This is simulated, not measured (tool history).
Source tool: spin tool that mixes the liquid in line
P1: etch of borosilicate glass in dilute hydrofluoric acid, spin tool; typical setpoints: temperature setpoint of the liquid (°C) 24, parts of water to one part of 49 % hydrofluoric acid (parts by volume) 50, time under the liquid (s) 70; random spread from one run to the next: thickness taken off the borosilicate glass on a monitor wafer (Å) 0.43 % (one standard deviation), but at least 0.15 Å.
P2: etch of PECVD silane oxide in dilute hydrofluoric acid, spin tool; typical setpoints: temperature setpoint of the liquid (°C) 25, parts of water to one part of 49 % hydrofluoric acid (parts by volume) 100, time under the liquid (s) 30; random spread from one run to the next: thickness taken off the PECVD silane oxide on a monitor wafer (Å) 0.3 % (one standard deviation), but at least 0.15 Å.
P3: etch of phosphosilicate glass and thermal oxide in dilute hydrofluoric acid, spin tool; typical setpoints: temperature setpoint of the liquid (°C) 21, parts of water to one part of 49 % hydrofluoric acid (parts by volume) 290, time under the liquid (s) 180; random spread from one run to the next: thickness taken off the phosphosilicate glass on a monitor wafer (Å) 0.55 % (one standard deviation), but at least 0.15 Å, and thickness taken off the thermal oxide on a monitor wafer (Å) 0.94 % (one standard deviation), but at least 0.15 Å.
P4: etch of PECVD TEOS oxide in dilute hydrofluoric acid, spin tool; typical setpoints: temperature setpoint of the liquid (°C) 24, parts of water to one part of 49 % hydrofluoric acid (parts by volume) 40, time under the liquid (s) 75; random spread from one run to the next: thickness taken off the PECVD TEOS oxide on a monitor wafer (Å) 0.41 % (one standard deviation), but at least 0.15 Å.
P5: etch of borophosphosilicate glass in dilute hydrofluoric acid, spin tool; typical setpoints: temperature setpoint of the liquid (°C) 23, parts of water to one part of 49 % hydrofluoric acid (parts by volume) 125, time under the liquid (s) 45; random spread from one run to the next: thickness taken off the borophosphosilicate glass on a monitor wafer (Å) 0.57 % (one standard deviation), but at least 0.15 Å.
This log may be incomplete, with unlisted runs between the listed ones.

| run | hour | process that ran | temperature setpoint of the liquid (°C) | parts of water to one part of 49 % hydrofluoric acid (parts by volume) | time under the liquid (s) | hours since the thermometer was replaced | hours since the hydrofluoric acid flow meter was replaced | thickness taken off the borosilicate glass on a monitor wafer (Å) | thickness taken off the PECVD TEOS oxide on a monitor wafer (Å) | thickness taken off the borophosphosilicate glass on a monitor wafer (Å) | thickness taken off the PECVD silane oxide on a monitor wafer (Å) | thickness taken off the phosphosilicate glass on a monitor wafer (Å) | thickness taken off the thermal oxide on a monitor wafer (Å) |
|---|---|---|---|---|---|---|---|---|---|---|---|---|---|
| 1 | 8.9 | P1 | 24 | 50 | 70 | 419.7 | 953.7 | 253.02 |  |  |  |  |  |
| 2 | 21.9 | P4 | 24 | 40 | 145 | 432.7 | 966.7 |  | 602.08 |  |  |  |  |
| 3 | 32.1 | P5 | 23 | 125 | 75 | 442.9 | 976.9 |  |  | 280.61 |  |  |  |
| 4 | 44.1 | P4 | 24 | 70 | 75 | 454.9 | 988.9 |  | 171.56 |  |  |  |  |
| 5 | 51.3 | P4 | 24 | 40 | 75 | 462.1 | 996.1 |  | 313.72 |  |  |  |  |
| 6 | 60.5 | P4 | 17 | 40 | 75 | 471.3 | 1005.3 |  | 233.48 |  |  |  |  |
| 7 | 72.3 | P1 | 17 | 85 | 70 | 483.1 | 1017.1 | 105.58 |  |  |  |  |  |
| 8 | 82.9 | P2 | 25 | 100 | 15 | 493.7 | 1027.7 |  |  |  | 44.825 |  |  |
| 9 | 93.2 | P1 | 24 | 50 | 70 | 504 | 1038 | 254.07 |  |  |  |  |  |
| 10 | 103.1 | P5 | 23 | 30 | 45 | 513.9 | 1047.9 |  |  | 792.54 |  |  |  |
| 11 | 112.8 | P1 | 28.5 | 30 | 70 | 523.6 | 1057.6 | 517.53 |  |  |  |  |  |
| 12 | 123.7 | P5 | 31.5 | 125 | 45 | 534.5 | 1068.5 |  |  | 233.09 |  |  |  |
| 13 | 136.3 | P1 | 24 | 50 | 70 | 547.1 | 1081.1 | 251.08 |  |  |  |  |  |
| 14 | 144.7 | P1 | 24 | 50 | 70 | 555.5 | 1089.5 | 249.63 |  |  |  |  |  |
| 15 | 153.3 | P1 | 31.5 | 50 | 70 | 564.1 | 1098.1 | 340.65 |  |  |  |  |  |
| 16 | 163.2 | P2 | 25 | 100 | 30 | 574 | 1108 |  |  |  | 89.827 |  |  |
| 17 | 173.9 | P5 | 23 | 125 | 45 | 584.7 | 1118.7 |  |  | 169.31 |  |  |  |
| 18 | 186.8 | P3 | 21 | 290 | 180 | 597.6 | 1131.6 |  |  |  |  | 273.14 | 22.002 |
| 19 | 196.6 | P1 | 24 | 85 | 70 | 607.4 | 1141.4 | 140.85 |  |  |  |  |  |
| 20 | 204.7 | P3 | 21 | 105 | 180 | 615.5 | 1149.5 |  |  |  |  | 908.59 | 74.171 |
| 21 | 219.1 | P1 | 24 | 50 | 20 | 629.9 | 1163.9 | 71.502 |  |  |  |  |  |
| 22 | 228.2 | P1 | 24 | 20 | 70 | 639 | 1173 | 652.38 |  |  |  |  |  |
| 23 | 243.3 | P4 | 24 | 40 | 75 | 654.1 | 1188.1 |  | 314.7 |  |  |  |  |
| 24 | 257.4 | P1 | 30 | 85 | 70 | 668.2 | 1202.2 | 177.31 |  |  |  |  |  |
| 25 | 266.2 | P1 | 24 | 50 | 70 | 677 | 1211 | 252.31 |  |  |  |  |  |
| 26 | 278.4 | P1 | 24 | 50 | 70 | 689.2 | 1223.2 | 250.68 |  |  |  |  |  |
| 27 | 288.7 | P3 | 21 | 290 | 285 | 699.5 | 1233.5 |  |  |  |  | 430.82 | 35.038 |
| 28 | 298.4 | P1 | 24 | 50 | 125 | 709.2 | 1243.2 | 448.92 |  |  |  |  |  |
| 29 | 305.2 | P1 | 20 | 50 | 70 | 716 | 1250 | 212.41 |  |  |  |  |  |
| 30 | 318 | P3 | 29 | 290 | 180 | 728.8 | 1262.8 |  |  |  |  | 356.7 | 29.523 |
| 31 | 330.7 | P2 | 25 | 150 | 30 | 741.5 | 1275.5 |  |  |  | 56.231 |  |  |
| 32 | 344.5 | P2 | 18.5 | 100 | 30 | 755.3 | 1289.3 |  |  |  | 68.851 |  |  |
| 33 | 359.1 | P2 | 25 | 100 | 30 | 769.9 | 1303.9 |  |  |  | 88.731 |  |  |
| 34 | 371.8 | P1 | 24 | 50 | 70 | 782.6 | 1316.6 | 251.58 |  |  |  |  |  |
| 35 | 381.1 | P1 | 24 | 50 | 70 | 791.9 | 1325.9 | 263.79 |  |  |  |  |  |
| 36 | 395.9 | P1 | 24 | 50 | 70 | 806.7 | 1340.7 | 270.12 |  |  |  |  |  |
| 37 | 409.3 | P1 | 24 | 50 | 70 | 820.1 | 1354.1 | 273.59 |  |  |  |  |  |
| 38 | 418.5 | P1 | 24 | 50 | 70 | 829.3 | 1363.3 | 275.53 |  |  |  |  |  |
| 39 | 425.3 | P1 | 24 | 50 | 70 | 836.1 | 1370.1 | 276.11 |  |  |  |  |  |
| 40 | 435 | P1 | 24 | 50 | 70 | 845.8 | 1379.8 | 276.56 |  |  |  |  |  |

P1 has crept away from where it was. The log is fitted equally well by each of these 2 causes, at the sizes shown:
A: hydrofluoric acid flow above the setpoint (%) = 9.54
B: liquid hotter than its thermometer reads (K) = 2.38
The onset of the drift is placed at about hour 371.8.

Question marks stand in for the results of the 4 check runs listed below, each run on one wafer. Under which run would the listed causes show clearly different results?
| check 1 | 444.7 | P3 | 28 | 290 | 245 |  |  |  |  |  |  | ? | ? |
| check 2 | 444.7 | P5 | 23 | 60 | 45 |  |  |  |  | ? |  |  |  |
| check 3 | 444.7 | P4 | 17.5 | 40 | 75 |  |  |  | ? |  |  |  |  |
| check 4 | 444.7 | P2 | 20 | 100 | 15 |  |  |  |  |  | ? |  |  |

If the cause were each of the candidates in turn, the checks would give the following:
| check | result | if A | if B |
|---|---|---|---|
| check 1 | thickness taken off the phosphosilicate glass on a monitor wafer (Å) | 530.71 | 509.66 |
| check 1 | thickness taken off the thermal oxide on a monitor wafer (Å) | 42.943 | 41.239 |
| check 2 | thickness taken off the borophosphosilicate glass on a monitor wafer (Å) | 421.59 | 421.22 |
| check 3 | thickness taken off the PECVD TEOS oxide on a monitor wafer (Å) | 261.96 | 264.03 |
| check 4 | thickness taken off the PECVD silane oxide on a monitor wafer (Å) | 40.488 | 40.318 |
Distance between the nearest two causes, measured in the result of the check that separates them most: check 1 4.05 %; check 2 0.09 %; check 3 0.79 %; check 4 0.42 %
Check 1 is the one run that separates the causes; every other check would come out nearly the same whichever cause is at work.

Then check 1 was run and gave: thickness taken off the phosphosilicate glass on a monitor wafer (Å) 512.81; thickness taken off the thermal oxide on a monitor wafer (Å) 41.219. Which cause is it?

The correct cause is B, namely: liquid hotter than its thermometer reads (K).
